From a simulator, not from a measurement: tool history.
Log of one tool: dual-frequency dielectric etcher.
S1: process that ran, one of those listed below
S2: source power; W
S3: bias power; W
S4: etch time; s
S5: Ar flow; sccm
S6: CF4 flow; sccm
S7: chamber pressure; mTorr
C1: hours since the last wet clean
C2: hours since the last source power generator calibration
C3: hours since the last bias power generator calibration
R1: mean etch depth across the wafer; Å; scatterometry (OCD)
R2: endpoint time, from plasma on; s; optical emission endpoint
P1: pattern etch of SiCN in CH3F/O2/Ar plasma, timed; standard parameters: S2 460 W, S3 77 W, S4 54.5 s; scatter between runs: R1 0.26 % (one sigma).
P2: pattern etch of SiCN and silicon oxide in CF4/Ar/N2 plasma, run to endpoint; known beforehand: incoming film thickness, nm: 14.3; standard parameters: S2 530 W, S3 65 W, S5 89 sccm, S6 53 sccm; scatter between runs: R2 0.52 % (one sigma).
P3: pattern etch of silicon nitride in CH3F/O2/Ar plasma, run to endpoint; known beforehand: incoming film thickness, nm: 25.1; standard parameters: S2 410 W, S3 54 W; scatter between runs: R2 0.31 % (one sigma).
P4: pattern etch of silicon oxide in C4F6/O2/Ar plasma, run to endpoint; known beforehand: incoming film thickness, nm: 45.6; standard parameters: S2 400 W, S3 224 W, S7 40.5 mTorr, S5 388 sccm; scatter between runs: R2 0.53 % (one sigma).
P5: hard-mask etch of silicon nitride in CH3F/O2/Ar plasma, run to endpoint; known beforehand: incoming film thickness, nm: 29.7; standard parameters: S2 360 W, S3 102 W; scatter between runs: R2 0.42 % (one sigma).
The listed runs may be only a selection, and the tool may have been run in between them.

run     day  S1   S2   S3    S4   S5  S6    S7     C1      C2     C3      R1      R2
  1   0.321  P1  460   77  54.5                 273.7  2055.9  711.2  212.93
  2   0.533  P2  530   65         89  53        278.8    2061  716.3          15.466
  3   0.838  P4  400  224        388      55.5  286.1  2068.3  723.6          15.387
  4     1.1  P3  410   54                       292.4  2074.6  729.9          38.329
  5     1.4  P1  340   77  54.5                 299.6  2081.8  737.1  190.93
  6   1.696  P1  460   77  77.5                 306.7  2088.9  744.2  302.91
  7    2.05  P1  460   55  54.5                 315.2  2097.4  752.7   190.2
  8   2.375  P1  460   77  54.5                   323  2105.2  760.5  212.85
  9   2.742  P1  620   77  54.5                 331.8    2114  769.3  238.45
 10   2.996  P1  460   77  54.5                 337.9  2120.1  775.4  212.26
 11   3.221  P4  400  312        388      40.5  343.3  2125.5  780.8          13.316
 12   3.425  P2  530   65        107  53        348.2  2130.4  785.7          15.853
 13   3.696  P4  400  224        388      40.5  354.7  2136.9  792.2          14.904
 14   3.979  P5  360  128                       361.5  2143.7    799          35.852
 15   4.196  P1  460   77    37                 366.7  2148.9  804.2   145.2
 16   4.496  P2  530   65         89  35        373.9  2156.1  811.4          16.377
 17   4.696  P1  460   77  54.5                 378.7  2160.9  816.2  213.05
 18   4.896  P1  460   77  54.5                 383.5  2165.7    821  212.85
 19   5.171  P5  360  102                       390.1  2172.3  827.6          39.025
 20   5.358  P5  510  102                       394.6  2176.8  832.1          34.325
 21   5.542  P3  410   77                         399  2181.2  836.5          34.175
 22   5.717  P4  300  224        388      40.5  403.2  2185.4  840.7          16.666
 23   5.992  P4  400  224        232      40.5  409.8    2192  847.3          14.085
 24   6.329  P1  460   98    69                 417.9  2200.1  855.4  294.18
 25   6.558  P2  740   65         89  53        423.4  2205.6  860.9           11.46
 26   6.783  P2  530   42         89  53        428.8    2211  866.3          17.592
 27   6.962  P1  330   56  54.5                 433.1  2215.3  870.6   167.8
 28   7.321  P3  550   54                       441.7  2223.9  879.2          34.292
 29   7.633  P1  460  108  54.5                 449.2  2231.4  886.7  241.81
 30   7.921  P2  530   65         89  53        456.1  2238.3  893.6           15.44
 31    8.25  P1  460   77  54.5                   464  2246.2  901.5  212.89
 32   8.442  P1  460   77  54.5                 468.6  2250.8  906.1  215.05
 33   8.679  P1  460   77  54.5                 474.3  2256.5  911.8   213.8
 34   8.846  P1  460   77  54.5                 478.3  2260.5  915.8  214.94
 35   9.142  P1  460   77  54.5                 485.4  2267.6  922.9  215.69
      9.162  -- wet clean of the chamber
 36   9.471  P1  460   77  54.5                   7.4  2275.5  930.8  215.48
 37   9.729  P1  460   77  54.5                  13.6  2281.7    937  216.31
 38  10.088  P1  460   77  54.5                  22.2  2290.3  945.6  216.39

The log shows P1 creeping away from where it was. Any of the 2 causes listed here, at the size stated for it, fits the log just as well as the others:
A: source power that arrives over what is set, % = 3.57
B: bias power that arrives over what is set, % = 3.77
At approximately day 8.25, the process output began to creep.
Why every other cause is out:
chamber walls in a state that raises the etch rate, %: serviced at day 9.162, after the change had begun; the process did not return to its earlier output

Which of the 4 check runs listed below, each an average over 5 wafers with its results shown as question marks, gives clearly different results under the different listed causes?
check 1  10.446  P4  400  302      388      48.5                   ?
check 2  10.446  P5  500  102                                      ?
check 3  10.446  P2  740   48       89  53                         ?
check 4  10.446  P3  540   73                                      ?

Check results expected under each cause:
  check  result    if A    if B
check 1      R2  13.586   13.59
check 2      R2  34.234  34.221
check 3      R2  12.187  12.436
check 4      R2    30.8  30.828
How far apart the two closest causes lie, in the result that separates them most: check 1 0.03 %; check 2 0.04 %; check 3 2.02 %; check 4 0.09 %
The other checks would show nearly matching results whichever cause is true, so check 3 is the only one that separates the causes.

Here is what check 3 returned: R2 12.412 s. Which cause is it?

The correct cause is B, namely: bias power that arrives over what is set, %.

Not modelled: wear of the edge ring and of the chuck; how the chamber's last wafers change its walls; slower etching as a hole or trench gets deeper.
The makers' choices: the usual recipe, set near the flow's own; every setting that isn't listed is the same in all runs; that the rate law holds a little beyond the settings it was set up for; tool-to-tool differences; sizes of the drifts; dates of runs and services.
